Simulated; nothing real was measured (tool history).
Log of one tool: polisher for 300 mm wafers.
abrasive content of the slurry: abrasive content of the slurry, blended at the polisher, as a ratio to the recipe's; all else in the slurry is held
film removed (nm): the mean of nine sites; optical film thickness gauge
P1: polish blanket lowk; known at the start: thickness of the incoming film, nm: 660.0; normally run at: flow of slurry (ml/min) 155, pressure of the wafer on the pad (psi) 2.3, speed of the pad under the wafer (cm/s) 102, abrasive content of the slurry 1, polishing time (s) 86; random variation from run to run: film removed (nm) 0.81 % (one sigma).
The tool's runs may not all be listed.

| run | day | flow of slurry (ml/min) | pressure of the wafer on the pad (psi) | speed of the pad under the wafer (cm/s) | abrasive content of the slurry | polishing time (s) | wafers polished on this pad | hours since the slurry nozzle was cleaned | hours since the head pressure was calibrated | hours since the slurry blender was calibrated | hours since the conditioning disc was replaced | film removed (nm) |
|---|---|---|---|---|---|---|---|---|---|---|---|---|
| 1 | 0.238 | 155 | 2.3 | 102 | 1 | 86 | 306 | 422.2 | 210.8 | 70.7 | 123.7 | 44.983 |
| 2 | 0.612 | 155 | 2.3 | 102 | 1 | 86 | 389 | 431.2 | 219.8 | 79.7 | 132.7 | 45.204 |
| 3 | 0.912 | 155 | 2.3 | 102 | 1 | 86 | 455 | 438.4 | 227 | 86.9 | 139.9 | 44.884 |
| 4 | 1.15 | 155 | 2.3 | 102 | 1 | 86 | 507 | 444.1 | 232.7 | 92.6 | 145.6 | 44.881 |
| 5 | 1.612 | 95 | 3.1 | 102 | 1 | 86 | 609 | 455.2 | 243.8 | 103.7 | 156.7 | 54.687 |
| 6 | 1.917 | 155 | 2.3 | 102 | 1 | 86 | 676 | 462.5 | 251.1 | 111 | 164 | 44.826 |
| 7 | 2.296 | 95 | 2.3 | 102 | 1 | 86 | 760 | 471.6 | 260.2 | 120.1 | 173.1 | 39.883 |
| 8 | 2.662 | 155 | 2.3 | 102 | 1 | 134 | 841 | 480.4 | 269 | 128.9 | 181.9 | 70.203 |
| 9 | 2.933 | 155 | 2.9 | 102 | 1 | 86 | 901 | 486.9 | 275.5 | 135.4 | 188.4 | 56.085 |
| 10 | 3.467 | 155 | 2.3 | 102 | 0.55 | 86 | 1019 | 499.7 | 288.3 | 148.2 | 201.2 | 32.05 |
| 11 | 3.954 | 155 | 1 | 102 | 1 | 86 | 1126 | 511.4 | 300 | 159.9 | 212.9 | 19.651 |
| 12 | 4.408 | 155 | 2.3 | 50 | 1 | 86 | 1227 | 522.3 | 310.9 | 170.8 | 223.8 | 25.435 |
|  | 4.533 | worn pad replaced by a new one |
| 13 | 4.683 | 155 | 2.3 | 102 | 1.25 | 86 | 33 | 528.9 | 317.5 | 177.4 | 230.4 | 49.545 |
| 14 | 5.104 | 155 | 2.3 | 102 | 1.45 | 121 | 126 | 539 | 327.6 | 187.5 | 240.5 | 72.528 |
| 15 | 5.433 | 155 | 2.3 | 152 | 1 | 86 | 199 | 546.9 | 335.5 | 195.4 | 248.4 | 61.641 |
| 16 | 5.788 | 205 | 2.3 | 102 | 1 | 86 | 277 | 555.4 | 344 | 203.9 | 256.9 | 46.999 |
| 17 | 6.079 | 155 | 2.3 | 102 | 1 | 86 | 342 | 562.4 | 351 | 210.9 | 263.9 | 44.742 |
| 18 | 6.521 | 155 | 2.3 | 102 | 1 | 55 | 439 | 573 | 361.6 | 221.5 | 274.5 | 28.666 |
| 19 | 6.954 | 155 | 1.7 | 102 | 0.75 | 86 | 535 | 583.4 | 372 | 231.9 | 284.9 | 28.621 |
| 20 | 7.217 | 155 | 2.3 | 102 | 1 | 86 | 593 | 589.7 | 378.3 | 238.2 | 291.2 | 44.413 |
| 21 | 7.458 | 155 | 2.3 | 102 | 1 | 86 | 646 | 595.5 | 384.1 | 244 | 297 | 42.86 |
| 22 | 7.771 | 155 | 2.3 | 102 | 1 | 86 | 715 | 603 | 391.6 | 251.5 | 304.5 | 42.915 |
| 23 | 8.05 | 155 | 2.3 | 102 | 1 | 86 | 777 | 609.7 | 398.3 | 258.2 | 311.2 | 41.953 |
|  | 8.162 | conditioning disc replaced and pad reconditioned |
|  | 8.258 | head pressure recalibrated |
| 24 | 8.3 | 155 | 2.3 | 102 | 1 | 86 | 832 | 615.7 | 1 | 264.2 | 3.4 | 41.526 |
| 25 | 8.571 | 155 | 2.3 | 102 | 1 | 86 | 892 | 622.2 | 7.5 | 270.7 | 9.9 | 40.623 |
|  | 8.65 | worn pad replaced by a new one |
| 26 | 9.108 | 155 | 2.3 | 102 | 1 | 86 | 101 | 635.1 | 20.4 | 283.6 | 22.8 | 40.893 |
| 27 | 9.438 | 155 | 2.3 | 102 | 1 | 86 | 174 | 643 | 28.3 | 291.5 | 30.7 | 40.69 |

What P1 gives has crept away from where it was. These 2 causes fit the log equally well, each at the size given:
A: slurry flow missing at the pad, % = 38.1
B: abrasive missing from the slurry, % = 19
The creep began at about day 7.217.
Why every other cause is out:
removal rate lost through wear of the pad, %: serviced at day 8.65, which brought nothing back
head's pressure below its setpoint, %: serviced at day 8.258, which brought nothing back
time polished since the conditioner stopped cutting, s: serviced at day 8.162, which brought nothing back

4 check runs are offered, each on 5 wafers whose results are averaged, their results left as question marks. Which one tells the causes apart?
| check 1 | 9.767 | 95 | 2.3 | 102 | 0.6 | 86 |  |  |  |  |  | ? |
| check 2 | 9.767 | 155 | 1.4 | 102 | 1 | 133 |  |  |  |  |  | ? |
| check 3 | 9.767 | 155 | 2.3 | 52 | 1 | 86 |  |  |  |  |  | ? |
| check 4 | 9.767 | 155 | 1.7 | 102 | 1 | 86 |  |  |  |  |  | ? |

What each check would give under each cause:
| check | result | if A | if B |
|---|---|---|---|
| check 1 | film removed (nm) | 26.534 | 27.276 |
| check 2 | film removed (nm) | 38.118 | 38.121 |
| check 3 | film removed (nm) | 23.621 | 23.623 |
| check 4 | film removed (nm) | 29.929 | 29.932 |
How far apart the two closest causes lie, in the result that separates them most: check 1 2.76 %; check 2 0.01 %; check 3 0.01 %; check 4 0.01 %
Check 1 tells the causes apart: in the others they would give nearly the same result.

Check 1 was then run and gave: film removed (nm) 26.664. Which cause is it?

It is A: slurry flow missing at the pad, %.
